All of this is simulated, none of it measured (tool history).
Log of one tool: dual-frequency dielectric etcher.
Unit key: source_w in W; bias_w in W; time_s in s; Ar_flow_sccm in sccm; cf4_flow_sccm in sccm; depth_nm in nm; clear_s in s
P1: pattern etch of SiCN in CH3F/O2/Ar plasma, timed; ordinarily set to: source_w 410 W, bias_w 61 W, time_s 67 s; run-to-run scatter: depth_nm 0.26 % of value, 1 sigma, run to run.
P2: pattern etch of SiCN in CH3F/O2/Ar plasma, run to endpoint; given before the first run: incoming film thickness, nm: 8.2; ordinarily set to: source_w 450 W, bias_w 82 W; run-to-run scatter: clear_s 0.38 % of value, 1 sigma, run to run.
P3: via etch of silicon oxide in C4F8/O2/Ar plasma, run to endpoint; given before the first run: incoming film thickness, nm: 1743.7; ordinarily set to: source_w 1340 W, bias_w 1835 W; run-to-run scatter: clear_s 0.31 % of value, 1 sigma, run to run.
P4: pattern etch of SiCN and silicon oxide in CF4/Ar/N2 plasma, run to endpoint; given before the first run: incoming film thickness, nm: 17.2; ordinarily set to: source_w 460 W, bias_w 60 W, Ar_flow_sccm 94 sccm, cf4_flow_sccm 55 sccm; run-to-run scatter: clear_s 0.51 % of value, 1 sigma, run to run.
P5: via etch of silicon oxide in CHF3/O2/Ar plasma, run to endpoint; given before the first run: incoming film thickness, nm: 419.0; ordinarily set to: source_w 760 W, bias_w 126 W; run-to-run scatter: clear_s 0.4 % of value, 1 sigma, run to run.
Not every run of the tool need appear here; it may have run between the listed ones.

run 1 day=0.188 | process=P1 source_w=410 bias_w=61 time_s=67 | depth_nm=24.218
run 2 day=0.325 | process=P1 source_w=410 bias_w=48 time_s=67 | depth_nm=22.322
run 3 day=0.538 | process=P5 source_w=760 bias_w=102 | clear_s=233.35
run 4 day=0.788 | process=P2 source_w=450 bias_w=82 | clear_s=19.126
run 5 day=0.942 | process=P1 source_w=410 bias_w=61 time_s=67 | depth_nm=24.23
run 6 day=1.054 | process=P4 source_w=610 bias_w=60 Ar_flow_sccm=94 cf4_flow_sccm=55 | clear_s=16.818
run 7 day=1.208 | process=P3 source_w=1340 bias_w=2271 | clear_s=390.09
run 8 day=1.329 | process=P1 source_w=410 bias_w=61 time_s=67 | depth_nm=24.232
run 9 day=1.538 | process=P1 source_w=410 bias_w=61 time_s=67 | depth_nm=24.169
-- day=1.571 wet clean of the chamber
run 10 day=1.679 | process=P1 source_w=410 bias_w=83 time_s=67 | depth_nm=26.994
-- day=1.746 bias power generator calibrated
run 11 day=1.879 | process=P1 source_w=500 bias_w=61 time_s=67 | depth_nm=26.162
run 12 day=2.129 | process=P1 source_w=320 bias_w=73 time_s=67 | depth_nm=23.519
run 13 day=2.304 | process=P4 source_w=460 bias_w=60 Ar_flow_sccm=66 cf4_flow_sccm=55 | clear_s=20.448
run 14 day=2.483 | process=P3 source_w=1340 bias_w=1835 | clear_s=415.87
run 15 day=2.7 | process=P2 source_w=600 bias_w=82 | clear_s=17.134
run 16 day=2.912 | process=P3 source_w=1720 bias_w=1835 | clear_s=375.21
run 17 day=3.067 | process=P4 source_w=460 bias_w=80 Ar_flow_sccm=94 cf4_flow_sccm=55 | clear_s=19.534
run 18 day=3.296 | process=P1 source_w=300 bias_w=43 time_s=67 | depth_nm=19.084
run 19 day=3.479 | process=P1 source_w=410 bias_w=61 time_s=67 | depth_nm=24.12
run 20 day=3.708 | process=P4 source_w=460 bias_w=60 Ar_flow_sccm=94 cf4_flow_sccm=42 | clear_s=22.447
run 21 day=3.967 | process=P1 source_w=410 bias_w=61 time_s=82.5 | depth_nm=29.745
run 22 day=4.092 | process=P4 source_w=460 bias_w=60 Ar_flow_sccm=94 cf4_flow_sccm=55 | clear_s=21.624
run 23 day=4.208 | process=P1 source_w=410 bias_w=61 time_s=52 | depth_nm=18.883
run 24 day=4.412 | process=P4 source_w=460 bias_w=60 Ar_flow_sccm=94 cf4_flow_sccm=55 | clear_s=21.327
run 25 day=4.55 | process=P1 source_w=330 bias_w=61 time_s=67 | depth_nm=22.341
run 26 day=4.808 | process=P2 source_w=450 bias_w=99 | clear_s=17.77
run 27 day=5.029 | process=P2 source_w=450 bias_w=82 | clear_s=19.029
run 28 day=5.175 | process=P5 source_w=760 bias_w=126 | clear_s=218.81
run 29 day=5.379 | process=P5 source_w=580 bias_w=126 | clear_s=244.06
run 30 day=5.521 | process=P1 source_w=410 bias_w=61 time_s=67 | depth_nm=24.158
run 31 day=5.717 | process=P1 source_w=410 bias_w=61 time_s=67 | depth_nm=24.038
run 32 day=5.833 | process=P1 source_w=410 bias_w=61 time_s=67 | depth_nm=23.966
run 33 day=6.046 | process=P1 source_w=410 bias_w=61 time_s=67 | depth_nm=24.036
run 34 day=6.279 | process=P1 source_w=410 bias_w=61 time_s=67 | depth_nm=23.902
-- day=6.3 wet clean of the chamber
run 35 day=6.438 | process=P1 source_w=410 bias_w=61 time_s=67 | depth_nm=23.852
run 36 day=6.588 | process=P1 source_w=410 bias_w=61 time_s=67 | depth_nm=23.872

Something has made what P1 gives creep away from where it was; the 2 causes below, each at its own stated size, fit the log equally well:
A: bias power that arrives under what is set, % = 4.31
B: source power that arrives under what is set, % = 3.84
The drift started at roughly day 5.521.
Other possible causes, and why each is ruled out:
chamber walls in a state that lowers the etch rate, %: was serviced at day 6.3, once the creep was under way, yet the earlier output never came back

Consider the 4 check runs below, whose results appear as question marks and each of which averages 5 wafers. Which one distinguishes the causes, in that each cause would give it a clearly different result?
run check 1 day=6.738 | process=P4 source_w=460 bias_w=60 Ar_flow_sccm=94 cf4_flow_sccm=55 | clear_s=?
run check 2 day=6.738 | process=P2 source_w=450 bias_w=82 | clear_s=?
run check 3 day=6.738 | process=P5 source_w=760 bias_w=126 | clear_s=?
run check 4 day=6.738 | process=P3 source_w=1340 bias_w=1835 | clear_s=?

Outcome of each check run for each possible cause:
check=check_1 result=clear_s if_A=21.715 if_B=22.154
check=check_2 result=clear_s if_A=19.348 if_B=19.326
check=check_3 result=clear_s if_A=221.74 if_B=222.19
check=check_4 result=clear_s if_A=421.59 if_B=422.82
Gap, in per cent, between the two causes that each check separates least, read from the result that separates them most: check 1 2 %; check 2 0.12 %; check 3 0.2 %; check 4 0.29 %
The other checks would show nearly matching results whichever cause is true, so check 1 is the only one that separates the causes.

After running check 1, the following was obtained: clear_s 22.18 s. Which cause does this point to?

It is B: source power that arrives under what is set, %.

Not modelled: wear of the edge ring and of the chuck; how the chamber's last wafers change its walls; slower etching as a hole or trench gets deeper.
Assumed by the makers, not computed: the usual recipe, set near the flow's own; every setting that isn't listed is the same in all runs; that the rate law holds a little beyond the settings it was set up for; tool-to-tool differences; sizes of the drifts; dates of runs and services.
